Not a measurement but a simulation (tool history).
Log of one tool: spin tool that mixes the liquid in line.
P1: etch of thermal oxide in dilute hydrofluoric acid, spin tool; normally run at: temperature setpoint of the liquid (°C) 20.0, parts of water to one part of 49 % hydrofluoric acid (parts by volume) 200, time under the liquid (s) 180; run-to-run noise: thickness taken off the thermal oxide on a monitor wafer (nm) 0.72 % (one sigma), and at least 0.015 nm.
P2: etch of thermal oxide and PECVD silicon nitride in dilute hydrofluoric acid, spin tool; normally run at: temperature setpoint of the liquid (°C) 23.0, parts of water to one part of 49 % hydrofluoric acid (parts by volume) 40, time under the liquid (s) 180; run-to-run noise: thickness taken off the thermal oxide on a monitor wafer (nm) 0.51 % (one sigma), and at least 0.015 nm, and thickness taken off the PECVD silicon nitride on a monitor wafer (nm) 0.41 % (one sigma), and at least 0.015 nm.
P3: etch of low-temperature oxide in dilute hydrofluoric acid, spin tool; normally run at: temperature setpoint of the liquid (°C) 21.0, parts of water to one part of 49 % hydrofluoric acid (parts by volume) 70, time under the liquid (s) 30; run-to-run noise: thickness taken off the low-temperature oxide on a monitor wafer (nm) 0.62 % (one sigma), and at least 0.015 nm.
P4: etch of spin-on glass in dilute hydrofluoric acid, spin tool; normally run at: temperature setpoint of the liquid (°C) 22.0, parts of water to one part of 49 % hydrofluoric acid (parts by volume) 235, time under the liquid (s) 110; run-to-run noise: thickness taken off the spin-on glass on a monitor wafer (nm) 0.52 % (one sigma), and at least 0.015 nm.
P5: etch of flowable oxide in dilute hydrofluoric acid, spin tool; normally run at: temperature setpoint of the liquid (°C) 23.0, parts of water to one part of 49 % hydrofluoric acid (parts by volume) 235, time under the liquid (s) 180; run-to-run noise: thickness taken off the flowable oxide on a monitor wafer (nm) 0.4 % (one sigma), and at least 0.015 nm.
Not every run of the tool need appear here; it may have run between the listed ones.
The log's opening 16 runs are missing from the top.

run    day  process that ran  temperature setpoint of the liquid (°C)  parts of water to one part of 49 % hydrofluoric acid (parts by volume)  time under the liquid (s)  thickness taken off the thermal oxide on a monitor wafer (nm)  thickness taken off the low-temperature oxide on a monitor wafer (nm)  thickness taken off the spin-on glass on a monitor wafer (nm)  thickness taken off the flowable oxide on a monitor wafer (nm)  thickness taken off the PECVD silicon nitride on a monitor wafer (nm)
 17  3.783                P1                                     20.0                                                                     200                        180                                                         3.2418
 18  4.108                P1                                     20.0                                                                     200                        285                                                         5.0662
 19  4.275                P1                                     23.0                                                                     360                        180                                                         1.6901
 20  4.454                P1                                     20.0                                                                     200                        180                                                         3.1753
 21  4.725                P1                                     26.5                                                                     200                        320                                                         7.3604
 22  4.988                P1                                     20.0                                                                     200                        180                                                         3.2513
 23  5.238                P3                                     21.0                                                                     120                         30                                                                                                                                2.3746
 24  5.442                P1                                     17.0                                                                     200                        180                                                         2.8796
     5.633  -- thermometer replaced
 25  5.638                P1                                     20.0                                                                     100                        180                                                         7.1648
 26  5.821                P2                                     18.0                                                                      40                        180                                                        17.4450                                                                                                                                                                                                                                                                       8.5732

What will run 27 give?
 27  6.083                P5                                     23.0                                                                     435                        180                                                                                                                                                                                                                                                                    ?

Run 27 yielded thickness taken off the flowable oxide on a monitor wafer (nm) 6.6223.
